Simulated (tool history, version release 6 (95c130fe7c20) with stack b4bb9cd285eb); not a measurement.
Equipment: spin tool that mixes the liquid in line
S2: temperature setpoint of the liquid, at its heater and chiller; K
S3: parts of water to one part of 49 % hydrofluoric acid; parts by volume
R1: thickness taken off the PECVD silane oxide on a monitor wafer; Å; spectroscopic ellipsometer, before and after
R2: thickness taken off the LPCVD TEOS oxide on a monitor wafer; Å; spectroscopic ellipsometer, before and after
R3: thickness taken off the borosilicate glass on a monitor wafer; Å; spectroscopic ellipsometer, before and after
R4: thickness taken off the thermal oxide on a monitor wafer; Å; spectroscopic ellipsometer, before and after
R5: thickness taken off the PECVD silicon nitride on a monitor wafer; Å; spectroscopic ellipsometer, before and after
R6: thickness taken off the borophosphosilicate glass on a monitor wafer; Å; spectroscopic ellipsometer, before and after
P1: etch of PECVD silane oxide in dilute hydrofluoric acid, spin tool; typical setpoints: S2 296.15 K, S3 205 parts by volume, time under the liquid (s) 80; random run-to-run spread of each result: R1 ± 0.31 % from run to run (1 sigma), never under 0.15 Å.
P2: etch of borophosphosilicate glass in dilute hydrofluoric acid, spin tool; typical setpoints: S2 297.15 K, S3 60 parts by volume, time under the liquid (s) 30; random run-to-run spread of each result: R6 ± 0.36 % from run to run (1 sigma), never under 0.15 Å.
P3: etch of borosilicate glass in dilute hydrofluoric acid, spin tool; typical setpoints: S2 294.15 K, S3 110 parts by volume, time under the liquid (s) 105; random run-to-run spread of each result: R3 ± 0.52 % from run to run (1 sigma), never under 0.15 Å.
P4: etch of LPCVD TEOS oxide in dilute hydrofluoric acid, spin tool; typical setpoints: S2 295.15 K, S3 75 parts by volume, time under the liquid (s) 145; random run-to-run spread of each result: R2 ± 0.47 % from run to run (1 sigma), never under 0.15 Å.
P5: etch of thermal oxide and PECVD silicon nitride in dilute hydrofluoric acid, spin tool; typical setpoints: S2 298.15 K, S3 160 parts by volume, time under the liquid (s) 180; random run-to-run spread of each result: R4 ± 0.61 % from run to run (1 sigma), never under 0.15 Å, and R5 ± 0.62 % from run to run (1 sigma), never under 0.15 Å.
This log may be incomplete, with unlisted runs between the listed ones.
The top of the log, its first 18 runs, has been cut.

Run 19, hour 173.8: process that ran P1, S2 296.15 K, S3 205 parts by volume, time under the liquid (s) 80. Result: R1 139.710 Å.
Run 20, hour 183.3: process that ran P2, S2 297.15 K, S3 90 parts by volume, time under the liquid (s) 30. Result: R6 140.22 Å.
Run 21, hour 194.7: process that ran P1, S2 296.15 K, S3 120 parts by volume, time under the liquid (s) 140. Result: R1 458.870 Å.
Run 22, hour 200.6: process that ran P4, S2 295.15 K, S3 75 parts by volume, time under the liquid (s) 15. Result: R2 62.307 Å.
At hour 205.8: thermometer replaced.
Run 23, hour 210.3: process that ran P2, S2 305.15 K, S3 60 parts by volume, time under the liquid (s) 30. Result: R6 300.62 Å.
Run 24, hour 221.3: process that ran P1, S2 296.15 K, S3 205 parts by volume, time under the liquid (s) 145. Result: R1 253.200 Å.
Run 25, hour 229.5: process that ran P1, S2 296.15 K, S3 205 parts by volume, time under the liquid (s) 35. Result: R1 61.168 Å.
Run 26, hour 236.2: process that ran P3, S2 294.15 K, S3 40 parts by volume, time under the liquid (s) 105. Result: R3 413.79 Å.
Run 27, hour 248.7: process that ran P2, S2 297.15 K, S3 60 parts by volume, time under the liquid (s) 30. Result: R6 219.01 Å.
Run 28, hour 254.5: process that ran P5, S2 298.15 K, S3 160 parts by volume, time under the liquid (s) 20. Result: R4 5.0159 Å, R5 4.7057 Å.
Run 29, hour 265.7: process that ran P5, S2 298.15 K, S3 160 parts by volume, time under the liquid (s) 180. Result: R4 45.4100 Å, R5 42.2050 Å.
Run 30, hour 276.1: process that ran P1, S2 296.15 K, S3 205 parts by volume, time under the liquid (s) 80. Result: R1 138.960 Å.

Run 31 has not been measured yet. What should we expect?
Run 31, hour 287.6: process that ran P1, S2 296.15 K, S3 205 parts by volume, time under the liquid (s) 80. Result: R1 ?.

R1: 143.290 Å
